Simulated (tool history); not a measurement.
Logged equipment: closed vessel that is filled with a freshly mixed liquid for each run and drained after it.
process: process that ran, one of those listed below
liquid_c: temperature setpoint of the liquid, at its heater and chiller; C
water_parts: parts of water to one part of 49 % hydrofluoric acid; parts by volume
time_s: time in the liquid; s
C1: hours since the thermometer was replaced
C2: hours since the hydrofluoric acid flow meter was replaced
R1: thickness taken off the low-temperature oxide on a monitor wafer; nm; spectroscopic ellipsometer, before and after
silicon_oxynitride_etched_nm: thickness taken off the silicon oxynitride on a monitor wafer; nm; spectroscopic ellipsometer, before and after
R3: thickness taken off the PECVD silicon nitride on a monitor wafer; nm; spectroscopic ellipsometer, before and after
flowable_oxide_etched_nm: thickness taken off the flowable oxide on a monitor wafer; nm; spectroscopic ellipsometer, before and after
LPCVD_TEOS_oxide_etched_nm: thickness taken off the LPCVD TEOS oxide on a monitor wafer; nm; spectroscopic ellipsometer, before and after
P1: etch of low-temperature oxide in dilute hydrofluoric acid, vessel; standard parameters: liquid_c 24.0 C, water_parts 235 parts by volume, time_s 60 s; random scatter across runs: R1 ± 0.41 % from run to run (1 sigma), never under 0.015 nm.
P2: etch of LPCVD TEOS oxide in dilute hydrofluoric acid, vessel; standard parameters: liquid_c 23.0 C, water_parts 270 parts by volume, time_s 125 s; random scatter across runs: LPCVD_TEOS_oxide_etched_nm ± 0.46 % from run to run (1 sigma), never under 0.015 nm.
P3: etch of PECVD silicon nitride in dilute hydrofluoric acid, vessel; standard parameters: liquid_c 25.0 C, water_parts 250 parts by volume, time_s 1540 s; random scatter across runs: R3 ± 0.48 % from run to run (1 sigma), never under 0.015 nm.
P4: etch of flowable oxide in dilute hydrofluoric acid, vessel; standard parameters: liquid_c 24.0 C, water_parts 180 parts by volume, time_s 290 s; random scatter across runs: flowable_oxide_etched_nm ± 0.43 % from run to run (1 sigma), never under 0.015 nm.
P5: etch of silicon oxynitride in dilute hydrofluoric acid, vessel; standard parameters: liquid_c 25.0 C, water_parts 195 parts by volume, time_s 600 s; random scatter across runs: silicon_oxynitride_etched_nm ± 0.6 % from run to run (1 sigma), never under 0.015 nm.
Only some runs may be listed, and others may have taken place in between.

Run 1, hour 6.0: process P1, liquid_c 24.0 C, water_parts 235 parts by volume, time_s 60 s; C1 1718.9; C2 329.6. Result: R1 6.6587 nm.
Run 2, hour 10.6: process P1, liquid_c 24.0 C, water_parts 235 parts by volume, time_s 60 s; C1 1723.5; C2 334.2. Result: R1 6.6137 nm.
Run 3, hour 15.1: process P1, liquid_c 24.0 C, water_parts 130 parts by volume, time_s 60 s; C1 1728.0; C2 338.7. Result: R1 13.4400 nm.
Run 4, hour 21.5: process P5, liquid_c 33.0 C, water_parts 195 parts by volume, time_s 600 s; C1 1734.4; C2 345.1. Result: silicon_oxynitride_etched_nm 6.5380 nm.
Run 5, hour 25.3: process P1, liquid_c 24.0 C, water_parts 235 parts by volume, time_s 110 s; C1 1738.2; C2 348.9. Result: R1 12.1530 nm.
Run 6, hour 31.5: process P3, liquid_c 29.5 C, water_parts 250 parts by volume, time_s 1540 s; C1 1744.4; C2 355.1. Result: R3 20.057 nm.
Run 7, hour 36.4: process P4, liquid_c 24.0 C, water_parts 180 parts by volume, time_s 290 s; C1 1749.3; C2 360.0. Result: flowable_oxide_etched_nm 51.207 nm.
Run 8, hour 41.7: process P5, liquid_c 25.0 C, water_parts 350 parts by volume, time_s 600 s; C1 1754.6; C2 365.3. Result: silicon_oxynitride_etched_nm 2.2962 nm.
Run 9, hour 47.3: process P4, liquid_c 30.5 C, water_parts 180 parts by volume, time_s 290 s; C1 1760.2; C2 370.9. Result: flowable_oxide_etched_nm 64.454 nm.
Run 10, hour 52.4: process P4, liquid_c 24.0 C, water_parts 325 parts by volume, time_s 290 s; C1 1765.3; C2 376.0. Result: flowable_oxide_etched_nm 24.527 nm.
Run 11, hour 57.5: process P2, liquid_c 23.0 C, water_parts 270 parts by volume, time_s 125 s; C1 1770.4; C2 381.1. Result: LPCVD_TEOS_oxide_etched_nm 7.2267 nm.
At hour 59.4: hydrofluoric acid flow meter replaced.
Run 12, hour 61.5: process P3, liquid_c 25.0 C, water_parts 250 parts by volume, time_s 1540 s; C1 1774.4; C2 2.1. Result: R3 15.296 nm.
Run 13, hour 68.3: process P1, liquid_c 24.0 C, water_parts 235 parts by volume, time_s 60 s; C1 1781.2; C2 8.9. Result: R1 6.5970 nm.
Run 14, hour 72.5: process P1, liquid_c 24.0 C, water_parts 235 parts by volume, time_s 30 s; C1 1785.4; C2 13.1. Result: R1 3.2805 nm.
Run 15, hour 77.3: process P3, liquid_c 25.0 C, water_parts 440 parts by volume, time_s 1540 s; C1 1790.2; C2 17.9. Result: R3 8.644 nm.
Run 16, hour 81.8: process P1, liquid_c 19.5 C, water_parts 235 parts by volume, time_s 60 s; C1 1794.7; C2 22.4. Result: R1 5.5775 nm.
Run 17, hour 87.0: process P1, liquid_c 31.5 C, water_parts 235 parts by volume, time_s 60 s; C1 1799.9; C2 27.6. Result: R1 8.5573 nm.
Run 18, hour 92.5: process P2, liquid_c 23.0 C, water_parts 270 parts by volume, time_s 125 s; C1 1805.4; C2 33.1. Result: LPCVD_TEOS_oxide_etched_nm 7.2672 nm.
Run 19, hour 97.0: process P2, liquid_c 23.0 C, water_parts 105 parts by volume, time_s 125 s; C1 1809.9; C2 37.6. Result: LPCVD_TEOS_oxide_etched_nm 22.4090 nm.
Run 20, hour 101.6: process P5, liquid_c 25.0 C, water_parts 195 parts by volume, time_s 600 s; C1 1814.5; C2 42.2. Result: silicon_oxynitride_etched_nm 4.5874 nm.
Run 21, hour 107.2: process P2, liquid_c 28.0 C, water_parts 270 parts by volume, time_s 125 s; C1 1820.1; C2 47.8. Result: LPCVD_TEOS_oxide_etched_nm 8.5979 nm.
Run 22, hour 111.8: process P1, liquid_c 24.0 C, water_parts 235 parts by volume, time_s 60 s; C1 1824.7; C2 52.4. Result: R1 6.6595 nm.
Run 23, hour 119.3: process P5, liquid_c 25.0 C, water_parts 195 parts by volume, time_s 1155 s; C1 1832.2; C2 59.9. Result: silicon_oxynitride_etched_nm 8.9305 nm.
Run 24, hour 127.1: process P4, liquid_c 24.0 C, water_parts 180 parts by volume, time_s 425 s; C1 1840.0; C2 67.7. Result: flowable_oxide_etched_nm 74.363 nm.
Run 25, hour 131.8: process P1, liquid_c 24.0 C, water_parts 235 parts by volume, time_s 60 s; C1 1844.7; C2 72.4. Result: R1 6.6257 nm.
Run 26, hour 138.6: process P2, liquid_c 23.0 C, water_parts 270 parts by volume, time_s 235 s; C1 1851.5; C2 79.2. Result: LPCVD_TEOS_oxide_etched_nm 13.6990 nm.
Run 27, hour 142.5: process P1, liquid_c 24.0 C, water_parts 235 parts by volume, time_s 60 s; C1 1855.4; C2 83.1. Result: R1 6.6455 nm.
Run 28, hour 149.2: process P1, liquid_c 24.0 C, water_parts 400 parts by volume, time_s 60 s; C1 1862.1; C2 89.8. Result: R1 3.3443 nm.
Run 29, hour 155.7: process P3, liquid_c 25.0 C, water_parts 250 parts by volume, time_s 2925 s; C1 1868.6; C2 96.3. Result: R3 28.756 nm.
Run 30, hour 159.9: process P1, liquid_c 24.0 C, water_parts 130 parts by volume, time_s 30 s; C1 1872.8; C2 100.5. Result: R1 6.6708 nm.

Estimate the outcome of run 31 from the log above:
Run 31, hour 164.5: process P1, liquid_c 24.0 C, water_parts 235 parts by volume, time_s 60 s; C1 1877.4; C2 105.1. Result: R1 ?.

R1: 6.6558 nm
